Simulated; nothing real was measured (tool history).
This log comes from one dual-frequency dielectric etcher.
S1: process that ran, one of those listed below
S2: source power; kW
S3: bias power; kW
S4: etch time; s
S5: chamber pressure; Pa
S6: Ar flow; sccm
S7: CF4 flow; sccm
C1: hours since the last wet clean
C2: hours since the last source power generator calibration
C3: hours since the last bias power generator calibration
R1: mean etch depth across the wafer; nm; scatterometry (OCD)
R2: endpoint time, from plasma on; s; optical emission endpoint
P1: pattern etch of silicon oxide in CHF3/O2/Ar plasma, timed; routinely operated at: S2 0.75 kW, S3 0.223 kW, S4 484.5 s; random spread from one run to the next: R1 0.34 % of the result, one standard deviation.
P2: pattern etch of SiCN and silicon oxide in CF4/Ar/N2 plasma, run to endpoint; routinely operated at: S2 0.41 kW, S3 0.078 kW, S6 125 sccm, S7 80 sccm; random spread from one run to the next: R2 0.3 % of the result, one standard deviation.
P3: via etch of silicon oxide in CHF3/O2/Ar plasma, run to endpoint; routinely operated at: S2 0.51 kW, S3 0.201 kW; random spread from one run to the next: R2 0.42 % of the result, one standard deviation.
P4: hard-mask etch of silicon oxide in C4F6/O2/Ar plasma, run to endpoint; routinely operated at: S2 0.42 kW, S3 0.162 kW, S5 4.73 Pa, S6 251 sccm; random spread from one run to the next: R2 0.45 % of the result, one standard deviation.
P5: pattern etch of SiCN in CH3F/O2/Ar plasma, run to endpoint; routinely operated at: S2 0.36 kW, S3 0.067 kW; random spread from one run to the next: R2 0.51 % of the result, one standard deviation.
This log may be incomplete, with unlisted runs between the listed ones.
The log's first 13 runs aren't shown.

| run | hour | S1 | S2 | S3 | S4 | S5 | S6 | S7 | C1 | C2 | C3 | R1 | R2 |
|---|---|---|---|---|---|---|---|---|---|---|---|---|---|
| 14 | 90.3 | P1 | 0.75 | 0.223 | 484.5 |  |  |  | 166.8 | 52.7 | 2987.1 | 1122.2 |  |
| 15 | 96.5 | P2 | 0.41 | 0.078 |  |  | 125 | 80 | 173 | 58.9 | 2993.3 |  | 16.77 |
| 16 | 102.3 | P1 | 0.75 | 0.167 | 484.5 |  |  |  | 178.8 | 64.7 | 2999.1 | 1019.6 |  |
| 17 | 108.2 | P1 | 0.75 | 0.223 | 484.5 |  |  |  | 184.7 | 70.6 | 3005 | 1117.7 |  |
| 18 | 116 | P2 | 0.41 | 0.078 |  |  | 125 | 112 | 192.5 | 78.4 | 3012.8 |  | 16.051 |
| 19 | 123.4 | P2 | 0.41 | 0.053 |  |  | 125 | 80 | 199.9 | 85.8 | 3020.2 |  | 19.185 |
| 20 | 130 | P1 | 0.75 | 0.273 | 484.5 |  |  |  | 206.5 | 92.4 | 3026.8 | 1202.7 |  |
| 21 | 135.2 | P5 | 0.36 | 0.067 |  |  |  |  | 211.7 | 97.6 | 3032 |  | 18.003 |
| 22 | 141.3 | P1 | 0.75 | 0.223 | 484.5 |  |  |  | 217.8 | 103.7 | 3038.1 | 1121 |  |
| 23 | 147.3 | P1 | 0.75 | 0.223 | 273 |  |  |  | 223.8 | 109.7 | 3044.1 | 632.76 |  |
|  | 156 | bias power generator calibrated |
| 24 | 156.2 | P3 | 0.51 | 0.261 |  |  |  |  | 232.7 | 118.6 | 0.2 |  | 302.69 |
| 25 | 162.8 | P1 | 0.75 | 0.223 | 484.5 |  |  |  | 239.3 | 125.2 | 6.8 | 1126.9 |  |
| 26 | 168.2 | P2 | 0.41 | 0.078 |  |  | 84 | 80 | 244.7 | 130.6 | 12.2 |  | 15.842 |
| 27 | 177.1 | P1 | 0.75 | 0.223 | 484.5 |  |  |  | 253.6 | 139.5 | 21.1 | 1122.8 |  |
| 28 | 183.1 | P4 | 0.29 | 0.162 |  | 4.73 | 251 |  | 259.6 | 145.5 | 27.1 |  | 80.379 |
| 29 | 192.2 | P4 | 0.42 | 0.162 |  | 3.4 | 251 |  | 268.7 | 154.6 | 36.2 |  | 65.638 |
| 30 | 197.7 | P4 | 0.42 | 0.162 |  | 4.73 | 251 |  | 274.2 | 160.1 | 41.7 |  | 68.781 |
| 31 | 204.4 | P3 | 0.51 | 0.201 |  |  |  |  | 280.9 | 166.8 | 48.4 |  | 330.55 |
| 32 | 213.3 | P1 | 0.75 | 0.223 | 484.5 |  |  |  | 289.8 | 175.7 | 57.3 | 1126.5 |  |
| 33 | 221.5 | P1 | 0.75 | 0.223 | 484.5 |  |  |  | 298 | 183.9 | 65.5 | 1130.2 |  |
| 34 | 229.6 | P1 | 0.75 | 0.223 | 484.5 |  |  |  | 306.1 | 192 | 73.6 | 1141.3 |  |
| 35 | 238.3 | P1 | 0.75 | 0.223 | 484.5 |  |  |  | 314.8 | 200.7 | 82.3 | 1136.3 |  |
|  | 241 | wet clean of the chamber |
| 36 | 242.7 | P1 | 0.75 | 0.223 | 484.5 |  |  |  | 1.7 | 205.1 | 86.7 | 1136.2 |  |
| 37 | 247.2 | P1 | 0.75 | 0.223 | 484.5 |  |  |  | 6.2 | 209.6 | 91.2 | 1141.7 |  |

Run 38 is up next; what results do you expect?
| 38 | 252.5 | P1 | 0.75 | 0.223 | 484.5 |  |  |  | 11.5 | 214.9 | 96.5 | ? |  |

R1: 1138.9 nm

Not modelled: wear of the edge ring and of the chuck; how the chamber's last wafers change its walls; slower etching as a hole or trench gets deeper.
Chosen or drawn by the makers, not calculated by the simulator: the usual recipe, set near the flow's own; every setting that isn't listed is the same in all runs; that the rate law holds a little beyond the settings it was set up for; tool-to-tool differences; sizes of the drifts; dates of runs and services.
